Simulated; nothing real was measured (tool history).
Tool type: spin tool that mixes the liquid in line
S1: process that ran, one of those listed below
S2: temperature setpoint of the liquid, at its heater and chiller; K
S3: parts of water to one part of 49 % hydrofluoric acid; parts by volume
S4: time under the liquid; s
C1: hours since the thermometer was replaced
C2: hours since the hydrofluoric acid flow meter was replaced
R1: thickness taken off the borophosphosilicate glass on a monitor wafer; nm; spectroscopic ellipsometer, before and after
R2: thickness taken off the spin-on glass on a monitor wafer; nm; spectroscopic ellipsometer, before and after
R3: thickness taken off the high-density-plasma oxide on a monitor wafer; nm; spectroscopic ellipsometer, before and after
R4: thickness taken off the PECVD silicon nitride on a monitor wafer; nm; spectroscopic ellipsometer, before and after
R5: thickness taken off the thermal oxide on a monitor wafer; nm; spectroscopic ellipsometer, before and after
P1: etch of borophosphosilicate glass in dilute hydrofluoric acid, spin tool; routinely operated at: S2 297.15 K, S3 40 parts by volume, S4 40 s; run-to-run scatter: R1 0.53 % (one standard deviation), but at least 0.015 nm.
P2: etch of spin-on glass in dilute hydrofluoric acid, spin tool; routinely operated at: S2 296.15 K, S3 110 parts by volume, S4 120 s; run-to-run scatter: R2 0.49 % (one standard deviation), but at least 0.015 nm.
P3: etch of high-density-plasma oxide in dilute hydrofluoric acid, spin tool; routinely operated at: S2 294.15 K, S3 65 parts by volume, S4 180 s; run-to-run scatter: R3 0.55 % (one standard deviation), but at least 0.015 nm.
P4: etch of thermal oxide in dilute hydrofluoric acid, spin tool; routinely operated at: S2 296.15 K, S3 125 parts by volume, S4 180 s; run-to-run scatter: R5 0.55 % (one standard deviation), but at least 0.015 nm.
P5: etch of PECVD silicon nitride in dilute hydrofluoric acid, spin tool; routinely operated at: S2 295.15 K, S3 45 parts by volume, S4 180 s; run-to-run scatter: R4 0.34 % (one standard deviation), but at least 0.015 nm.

Run 1, hour 4.7: S1 P1, S2 297.15 K, S3 40 parts by volume, S4 40 s; C1 915.8; C2 680.6. Result: R1 37.734 nm.
Run 2, hour 14.1: S1 P2, S2 296.15 K, S3 175 parts by volume, S4 120 s; C1 925.2; C2 690. Result: R2 27.194 nm.
Run 3, hour 21.3: S1 P1, S2 297.15 K, S3 40 parts by volume, S4 40 s; C1 932.4; C2 697.2. Result: R1 37.511 nm.
Run 4, hour 27.3: S1 P3, S2 294.15 K, S3 65 parts by volume, S4 180 s; C1 938.4; C2 703.2. Result: R3 22.518 nm.
Run 5, hour 35.4: S1 P1, S2 297.15 K, S3 60 parts by volume, S4 65 s; C1 946.5; C2 711.3. Result: R1 39.457 nm.
Run 6, hour 41.9: S1 P5, S2 295.15 K, S3 45 parts by volume, S4 95 s; C1 953; C2 717.8. Result: R4 6.9917 nm.
Run 7, hour 51.4: S1 P1, S2 297.15 K, S3 20 parts by volume, S4 40 s; C1 962.5; C2 727.3. Result: R1 77.006 nm.
Run 8, hour 61.4: S1 P1, S2 297.15 K, S3 40 parts by volume, S4 40 s; C1 972.5; C2 737.3. Result: R1 37.278 nm.
Run 9, hour 69.4: S1 P4, S2 296.15 K, S3 125 parts by volume, S4 180 s; C1 980.5; C2 745.3. Result: R5 6.7381 nm.
Run 10, hour 74.2: S1 P1, S2 297.15 K, S3 40 parts by volume, S4 15 s; C1 985.3; C2 750.1. Result: R1 14.096 nm.
Run 11, hour 82.5: S1 P5, S2 290.15 K, S3 45 parts by volume, S4 180 s; C1 993.6; C2 758.4. Result: R4 9.3201 nm.
Run 12, hour 87.4: S1 P4, S2 296.15 K, S3 125 parts by volume, S4 180 s; C1 998.5; C2 763.3. Result: R5 6.6793 nm.
Run 13, hour 96.5: S1 P1, S2 302.65 K, S3 40 parts by volume, S4 40 s; C1 1007.6; C2 772.4. Result: R1 46.875 nm.
At hour 98.1: hydrofluoric acid flow meter replaced.
Run 14, hour 102.9: S1 P4, S2 296.15 K, S3 30 parts by volume, S4 180 s; C1 1014; C2 4.9. Result: R5 31.454 nm.
Run 15, hour 109.9: S1 P3, S2 294.15 K, S3 65 parts by volume, S4 335 s; C1 1021; C2 11.9. Result: R3 42.496 nm.
Run 16, hour 116.6: S1 P1, S2 297.15 K, S3 65 parts by volume, S4 40 s; C1 1027.7; C2 18.6. Result: R1 22.456 nm.
Run 17, hour 125.9: S1 P3, S2 294.15 K, S3 65 parts by volume, S4 180 s; C1 1037; C2 27.9. Result: R3 22.816 nm.
Run 18, hour 132: S1 P4, S2 304.15 K, S3 125 parts by volume, S4 180 s; C1 1043.1; C2 34. Result: R5 9.0262 nm.
Run 19, hour 141.6: S1 P1, S2 297.15 K, S3 40 parts by volume, S4 65 s; C1 1052.7; C2 43.6. Result: R1 61.463 nm.
Run 20, hour 150.6: S1 P2, S2 296.15 K, S3 110 parts by volume, S4 120 s; C1 1061.7; C2 52.6. Result: R2 46.553 nm.
Run 21, hour 157.8: S1 P5, S2 295.15 K, S3 80 parts by volume, S4 180 s; C1 1068.9; C2 59.8. Result: R4 7.5703 nm.
Run 22, hour 167.6: S1 P1, S2 297.15 K, S3 40 parts by volume, S4 40 s; C1 1078.7; C2 69.6. Result: R1 37.922 nm.
Run 23, hour 172: S1 P4, S2 296.15 K, S3 125 parts by volume, S4 265 s; C1 1083.1; C2 74. Result: R5 9.9139 nm.
Run 24, hour 180.3: S1 P1, S2 297.15 K, S3 40 parts by volume, S4 40 s; C1 1091.4; C2 82.3. Result: R1 37.996 nm.
Run 25, hour 190.5: S1 P5, S2 295.15 K, S3 45 parts by volume, S4 180 s; C1 1101.6; C2 92.5. Result: R4 13.287 nm.
Run 26, hour 196.4: S1 P3, S2 299.15 K, S3 65 parts by volume, S4 180 s; C1 1107.5; C2 98.4. Result: R3 27.977 nm.
Run 27, hour 204: S1 P3, S2 294.15 K, S3 30 parts by volume, S4 180 s; C1 1115.1; C2 106. Result: R3 50.956 nm.
Run 28, hour 211.5: S1 P2, S2 296.15 K, S3 110 parts by volume, S4 190 s; C1 1122.6; C2 113.5. Result: R2 74.057 nm.
Run 29, hour 216.7: S1 P2, S2 296.15 K, S3 110 parts by volume, S4 120 s; C1 1127.8; C2 118.7. Result: R2 46.49 nm.
Run 30, hour 222.6: S1 P2, S2 292.15 K, S3 110 parts by volume, S4 120 s; C1 1133.7; C2 124.6. Result: R2 39.562 nm.
Run 31, hour 229.9: S1 P1, S2 297.15 K, S3 40 parts by volume, S4 40 s; C1 1141; C2 131.9. Result: R1 37.786 nm.
Run 32, hour 239.1: S1 P1, S2 297.15 K, S3 40 parts by volume, S4 40 s; C1 1150.2; C2 141.1. Result: R1 37.829 nm.
Run 33, hour 246.1: S1 P1, S2 290.15 K, S3 40 parts by volume, S4 40 s; C1 1157.2; C2 148.1. Result: R1 28.152 nm.
Run 34, hour 250.8: S1 P1, S2 297.15 K, S3 40 parts by volume, S4 40 s; C1 1161.9; C2 152.8. Result: R1 37.822 nm.

Run 35 has not been measured yet. What should we expect?
Run 35, hour 259.4: S1 P1, S2 297.15 K, S3 40 parts by volume, S4 40 s; C1 1170.5; C2 161.4. Result: R1 ?.

{"run 35": {"R1": 36.005}}
